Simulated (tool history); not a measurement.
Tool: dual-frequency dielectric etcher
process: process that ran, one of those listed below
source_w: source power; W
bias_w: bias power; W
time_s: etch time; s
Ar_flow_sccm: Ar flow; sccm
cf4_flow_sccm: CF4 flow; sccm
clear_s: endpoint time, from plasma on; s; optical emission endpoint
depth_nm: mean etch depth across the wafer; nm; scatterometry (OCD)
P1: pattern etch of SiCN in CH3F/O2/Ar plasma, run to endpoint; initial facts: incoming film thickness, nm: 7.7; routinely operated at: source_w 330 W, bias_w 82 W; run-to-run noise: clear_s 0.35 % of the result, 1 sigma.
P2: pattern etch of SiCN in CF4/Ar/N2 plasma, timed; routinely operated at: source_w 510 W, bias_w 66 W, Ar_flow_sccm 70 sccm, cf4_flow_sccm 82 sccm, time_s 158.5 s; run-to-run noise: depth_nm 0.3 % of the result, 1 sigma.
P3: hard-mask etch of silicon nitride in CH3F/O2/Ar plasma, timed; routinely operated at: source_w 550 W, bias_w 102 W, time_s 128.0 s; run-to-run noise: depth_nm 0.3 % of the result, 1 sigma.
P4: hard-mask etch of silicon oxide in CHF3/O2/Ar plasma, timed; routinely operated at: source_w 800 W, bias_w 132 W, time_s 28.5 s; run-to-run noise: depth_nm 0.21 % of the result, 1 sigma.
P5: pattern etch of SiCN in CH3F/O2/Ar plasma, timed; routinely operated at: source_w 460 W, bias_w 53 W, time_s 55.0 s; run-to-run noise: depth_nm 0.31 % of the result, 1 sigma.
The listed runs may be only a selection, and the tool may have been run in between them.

run	hour	process	source_w	bias_w	time_s	Ar_flow_sccm	cf4_flow_sccm	hours since the last wet clean	hours since the last source power generator calibration	hours since the last bias power generator calibration	clear_s	depth_nm
1	9.3	P1	330	82				265.1	2055.1	920.1	20.711	
2	13.8	P3	550	102	128.0			269.6	2059.6	924.6		109.760
3	19.7	P3	550	79	128.0			275.5	2065.5	930.5		100.760
4	28.0	P4	800	132	28.5			283.8	2073.8	938.8		56.174
5	33.6	P4	1120	132	28.5			289.4	2079.4	944.4		64.044
6	39.0	P4	800	161	28.5			294.8	2084.8	949.8		59.563
7	48.4	P1	420	67				304.2	2094.2	959.2	20.277	
8	56.2	P1	410	96				312.0	2102.0	967.0	18.056	
9	65.0	P2	510	66	158.5	70	82	320.8	2110.8	975.8		156.130
10	73.1	P1	330	82				328.9	2118.9	983.9	20.736	
11	81.7	P1	330	59				337.5	2127.5	992.5	23.377	
12	90.2	P1	330	82				346.0	2136.0	1001.0	20.705	
13	97.9	P3	440	102	128.0			353.7	2143.7	1008.7		101.370
14	106.7	P4	800	132	42.5			362.5	2152.5	1017.5		83.728
15	113.2	P5	460	53	55.0			369.0	2159.0	1024.0		19.233
16	122.0	P2	510	66	158.5	93	82	377.8	2167.8	1032.8		149.990
17	127.1	P1	330	110				382.9	2172.9	1037.9	18.515	
18	135.0	P5	460	53	72.0			390.8	2180.8	1045.8		25.165
19	139.3	P1	330	82				395.1	2185.1	1050.1	20.496	
20	146.9	P1	250	108				402.7	2192.7	1057.7	20.774	
21	151.2	P5	600	53	55.0			407.0	2197.0	1062.0		21.237
22	156.0	P4	800	132	28.5			411.8	2201.8	1066.8		56.023
23	162.6	P3	550	102	168.5			418.4	2208.4	1073.4		144.540
24	167.4	P1	460	82				423.2	2213.2	1078.2	18.387	
25	172.8	P1	330	82				428.6	2218.6	1083.6	20.530	
26	180.5	P1	240	82				436.3	2226.3	1091.3	23.169	
27	188.5	P2	510	53	158.5	70	82	444.3	2234.3	1099.3		146.180
28	194.1	P2	510	66	158.5	70	57	449.9	2239.9	1104.9		148.080
29	200.6	P5	460	66	55.0			456.4	2246.4	1111.4		20.712
30	208.5	P2	680	66	158.5	70	82	464.3	2254.3	1119.3		201.710
31	217.6	P2	510	66	114.5	70	82	473.4	2263.4	1128.4		112.650
32	223.9	P2	510	66	158.5	70	82	479.7	2269.7	1134.7		155.750
33	230.3	P1	330	82				486.1	2276.1	1141.1	20.677	
34	237.9	P1	330	82				493.7	2283.7	1148.7	20.602	
35	246.7	P1	330	82				502.5	2292.5	1157.5	20.360	
36	250.9	P1	330	82				506.7	2296.7	1161.7	20.402	
37	256.6	P1	330	82				512.4	2302.4	1167.4	20.451	

Run 38 comes next. What will it give?
38	260.7	P1	330	82				516.5	2306.5	1171.5	?	

clear_s: 20.387 s
